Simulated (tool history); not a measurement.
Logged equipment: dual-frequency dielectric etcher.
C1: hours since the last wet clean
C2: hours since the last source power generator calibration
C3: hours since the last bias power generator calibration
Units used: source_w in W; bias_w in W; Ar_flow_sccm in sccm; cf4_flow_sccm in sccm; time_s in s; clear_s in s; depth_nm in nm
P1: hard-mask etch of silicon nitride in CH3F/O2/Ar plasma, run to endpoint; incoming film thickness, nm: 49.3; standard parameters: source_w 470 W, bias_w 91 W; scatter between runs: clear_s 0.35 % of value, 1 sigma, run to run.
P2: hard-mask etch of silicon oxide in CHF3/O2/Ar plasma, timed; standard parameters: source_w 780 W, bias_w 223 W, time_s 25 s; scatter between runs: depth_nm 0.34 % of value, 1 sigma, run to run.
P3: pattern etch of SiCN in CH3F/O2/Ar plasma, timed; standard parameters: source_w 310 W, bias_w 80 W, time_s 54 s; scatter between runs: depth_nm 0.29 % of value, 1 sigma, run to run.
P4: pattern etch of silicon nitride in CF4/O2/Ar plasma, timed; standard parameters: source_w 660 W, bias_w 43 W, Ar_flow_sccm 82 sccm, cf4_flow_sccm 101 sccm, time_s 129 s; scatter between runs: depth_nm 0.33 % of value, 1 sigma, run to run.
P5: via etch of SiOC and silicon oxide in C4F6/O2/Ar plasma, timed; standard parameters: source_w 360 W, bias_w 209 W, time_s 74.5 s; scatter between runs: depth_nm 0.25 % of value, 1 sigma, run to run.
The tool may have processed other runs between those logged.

{"run": 1, "day": 0.658, "process": "P1", "source_w": 470, "bias_w": 91, "C1": 205.8, "C2": 3888.7, "C3": 769.9, "clear_s": 61.371}
{"run": 2, "day": 1.162, "process": "P4", "source_w": 660, "bias_w": 43, "Ar_flow_sccm": 82, "cf4_flow_sccm": 101, "time_s": 129, "C1": 217.9, "C2": 3900.8, "C3": 782, "depth_nm": 304.23}
{"run": 3, "day": 1.558, "process": "P2", "source_w": 780, "bias_w": 223, "time_s": 14, "C1": 227.4, "C2": 3910.3, "C3": 791.5, "depth_nm": 31.987}
{"run": 4, "day": 2.154, "process": "P1", "source_w": 470, "bias_w": 91, "C1": 241.7, "C2": 3924.6, "C3": 805.8, "clear_s": 60.939}
{"run": 5, "day": 2.533, "process": "P5", "source_w": 360, "bias_w": 209, "time_s": 100, "C1": 250.8, "C2": 3933.7, "C3": 814.9, "depth_nm": 111.82}
{"run": 6, "day": 2.933, "process": "P1", "source_w": 380, "bias_w": 126, "C1": 260.4, "C2": 3943.3, "C3": 824.5, "clear_s": 58.912}
{"run": 7, "day": 3.55, "process": "P3", "source_w": 310, "bias_w": 61, "time_s": 54, "C1": 275.2, "C2": 3958.1, "C3": 839.3, "depth_nm": 17.181}
{"run": 8, "day": 3.988, "process": "P1", "source_w": 470, "bias_w": 110, "C1": 285.7, "C2": 3968.6, "C3": 849.8, "clear_s": 56.944}
{"run": 9, "day": 4.608, "process": "P3", "source_w": 310, "bias_w": 80, "time_s": 54, "C1": 300.6, "C2": 3983.5, "C3": 864.7, "depth_nm": 18.903}
{"run": 10, "day": 4.962, "process": "P4", "source_w": 800, "bias_w": 43, "Ar_flow_sccm": 82, "cf4_flow_sccm": 101, "time_s": 129, "C1": 309.1, "C2": 3992, "C3": 873.2, "depth_nm": 357.12}
{"run": 11, "day": 5.267, "process": "P1", "source_w": 590, "bias_w": 108, "C1": 316.4, "C2": 3999.3, "C3": 880.5, "clear_s": 52.607}
{"run": 12, "day": 5.854, "process": "P4", "source_w": 660, "bias_w": 43, "Ar_flow_sccm": 56, "cf4_flow_sccm": 101, "time_s": 129, "C1": 330.5, "C2": 4013.4, "C3": 894.6, "depth_nm": 312.75}
{"run": 13, "day": 6.371, "process": "P4", "source_w": 660, "bias_w": 56, "Ar_flow_sccm": 82, "cf4_flow_sccm": 101, "time_s": 129, "C1": 342.9, "C2": 4025.8, "C3": 907, "depth_nm": 330.63}
{"run": 14, "day": 6.9, "process": "P1", "source_w": 650, "bias_w": 91, "C1": 355.6, "C2": 4038.5, "C3": 919.7, "clear_s": 53.934}
{"run": 15, "day": 7.325, "process": "P5", "source_w": 360, "bias_w": 154, "time_s": 74.5, "C1": 365.8, "C2": 4048.7, "C3": 929.9, "depth_nm": 75.737}
{"run": 16, "day": 8.012, "process": "P3", "source_w": 310, "bias_w": 80, "time_s": 36, "C1": 382.3, "C2": 4065.2, "C3": 946.4, "depth_nm": 12.62}
{"run": 17, "day": 8.675, "process": "P3", "source_w": 370, "bias_w": 80, "time_s": 54, "C1": 398.2, "C2": 4081.1, "C3": 962.3, "depth_nm": 20.141}
{"run": 18, "day": 9.025, "process": "P4", "source_w": 660, "bias_w": 43, "Ar_flow_sccm": 82, "cf4_flow_sccm": 101, "time_s": 171, "C1": 406.6, "C2": 4089.5, "C3": 970.7, "depth_nm": 397.84}
{"run": 19, "day": 9.65, "process": "P1", "source_w": 470, "bias_w": 65, "C1": 421.6, "C2": 4104.5, "C3": 985.7, "clear_s": 68.418}
{"run": 20, "day": 10.029, "process": "P1", "source_w": 350, "bias_w": 91, "C1": 430.7, "C2": 4113.6, "C3": 994.8, "clear_s": 67.841}
{"run": 21, "day": 10.525, "process": "P2", "source_w": 780, "bias_w": 223, "time_s": 25, "C1": 442.6, "C2": 4125.5, "C3": 1006.7, "depth_nm": 56.667}
{"run": 22, "day": 10.942, "process": "P5", "source_w": 360, "bias_w": 209, "time_s": 74.5, "C1": 452.6, "C2": 4135.5, "C3": 1016.7, "depth_nm": 83.449}
{"run": 23, "day": 11.4, "process": "P1", "source_w": 630, "bias_w": 124, "C1": 463.6, "C2": 4146.5, "C3": 1027.7, "clear_s": 49.107}
{"run": 24, "day": 11.875, "process": "P4", "source_w": 660, "bias_w": 43, "Ar_flow_sccm": 82, "cf4_flow_sccm": 80, "time_s": 129, "C1": 475, "C2": 4157.9, "C3": 1039.1, "depth_nm": 291.64}
{"run": 25, "day": 12.483, "process": "P1", "source_w": 470, "bias_w": 91, "C1": 489.6, "C2": 4172.5, "C3": 1053.7, "clear_s": 61.023}
{"run": 26, "day": 12.842, "process": "P1", "source_w": 470, "bias_w": 91, "C1": 498.2, "C2": 4181.1, "C3": 1062.3, "clear_s": 60.715}
{"run": 27, "day": 13.238, "process": "P4", "source_w": 660, "bias_w": 43, "Ar_flow_sccm": 82, "cf4_flow_sccm": 101, "time_s": 129, "C1": 507.7, "C2": 4190.6, "C3": 1071.8, "depth_nm": 302.17}
{"run": 28, "day": 13.75, "process": "P2", "source_w": 590, "bias_w": 223, "time_s": 25, "C1": 520, "C2": 4202.9, "C3": 1084.1, "depth_nm": 51.168}
{"run": 29, "day": 14.258, "process": "P5", "source_w": 270, "bias_w": 209, "time_s": 74.5, "C1": 532.2, "C2": 4215.1, "C3": 1096.3, "depth_nm": 74.632}
{"run": 30, "day": 14.688, "process": "P2", "source_w": 780, "bias_w": 149, "time_s": 25, "C1": 542.5, "C2": 4225.4, "C3": 1106.6, "depth_nm": 49.729}
{"run": 31, "day": 15.071, "process": "P1", "source_w": 470, "bias_w": 91, "C1": 551.7, "C2": 4234.6, "C3": 1115.8, "clear_s": 61.037}
{"run": 32, "day": 15.504, "process": "P1", "source_w": 470, "bias_w": 91, "C1": 562.1, "C2": 4245, "C3": 1126.2, "clear_s": 61.322}
{"run": 33, "day": 15.804, "process": "P1", "source_w": 470, "bias_w": 91, "C1": 569.3, "C2": 4252.2, "C3": 1133.4, "clear_s": 61.069}
{"run": 34, "day": 16.275, "process": "P1", "source_w": 470, "bias_w": 91, "C1": 580.6, "C2": 4263.5, "C3": 1144.7, "clear_s": 61.506}
{"run": 35, "day": 16.912, "process": "P1", "source_w": 470, "bias_w": 91, "C1": 595.9, "C2": 4278.8, "C3": 1160, "clear_s": 61.406}
{"run": 36, "day": 17.279, "process": "P1", "source_w": 470, "bias_w": 91, "C1": 604.7, "C2": 4287.6, "C3": 1168.8, "clear_s": 61.803}
{"run": 37, "day": 17.775, "process": "P1", "source_w": 470, "bias_w": 91, "C1": 616.6, "C2": 4299.5, "C3": 1180.7, "clear_s": 61.767}
{"run": 38, "day": 18.288, "process": "P1", "source_w": 470, "bias_w": 91, "C1": 628.9, "C2": 4311.8, "C3": 1193, "clear_s": 61.83}
{"run": 39, "day": 18.946, "process": "P1", "source_w": 470, "bias_w": 91, "C1": 644.7, "C2": 4327.6, "C3": 1208.8, "clear_s": 62.004}
{"day": 19.333, "done": "wet clean of the chamber"}
{"run": 40, "day": 19.358, "process": "P1", "source_w": 470, "bias_w": 91, "C1": 0.7, "C2": 4337.5, "C3": 1218.7, "clear_s": 61.935}
{"run": 41, "day": 19.929, "process": "P1", "source_w": 470, "bias_w": 91, "C1": 14.4, "C2": 4351.2, "C3": 1232.4, "clear_s": 62.142}
{"run": 42, "day": 20.529, "process": "P1", "source_w": 470, "bias_w": 91, "C1": 28.8, "C2": 4365.6, "C3": 1246.8, "clear_s": 62.001}
{"run": 43, "day": 21.133, "process": "P1", "source_w": 470, "bias_w": 91, "C1": 43.3, "C2": 4380.1, "C3": 1261.3, "clear_s": 61.761}
{"run": 44, "day": 21.625, "process": "P1", "source_w": 470, "bias_w": 91, "C1": 55.1, "C2": 4391.9, "C3": 1273.1, "clear_s": 61.94}

P1 has crept away from where it was. The log is fitted equally well by each of these 2 causes, at the sizes shown:
A: bias power that arrives under what is set, % = 4.85
B: source power that arrives under what is set, % = 4.58
The creep began at about day 15.804.
What rules out each remaining cause:
chamber walls in a state that lowers the etch rate, %: its service at day 19.333 followed the start of the drift and did not put the process back to its old value

Question marks stand in for the results of the 4 check runs listed below, each run on one wafer. Under which run would the listed causes show clearly different results?
{"run": "check 1", "day": 22.117, "process": "P3", "source_w": 310, "bias_w": 80, "time_s": 54, "depth_nm": "?"}
{"run": "check 2", "day": 22.117, "process": "P2", "source_w": 780, "bias_w": 223, "time_s": 25, "depth_nm": "?"}
{"run": "check 3", "day": 22.117, "process": "P5", "source_w": 360, "bias_w": 209, "time_s": 74.5, "depth_nm": "?"}
{"run": "check 4", "day": 22.117, "process": "P4", "source_w": 660, "bias_w": 43, "Ar_flow_sccm": 82, "cf4_flow_sccm": 101, "time_s": 129, "depth_nm": "?"}

Check results expected under each cause:
check=check_1 result=depth_nm if_A=18.549 if_B=18.564
check=check_2 result=depth_nm if_A=56.061 if_B=56.018
check=check_3 result=depth_nm if_A=81.865 if_B=81.749
check=check_4 result=depth_nm if_A=296.36 if_B=289.26
Per-check spread between the two closest causes, in the result where they differ most: check 1 0.08 %; check 2 0.08 %; check 3 0.14 %; check 4 2.43 %
Check 4 distinguishes between the causes, while the remaining checks would return nearly the same result for all of them.

Then check 4 was run and gave: depth_nm 288.74 nm. Which cause is it?

B is the cause: source power that arrives under what is set, %.
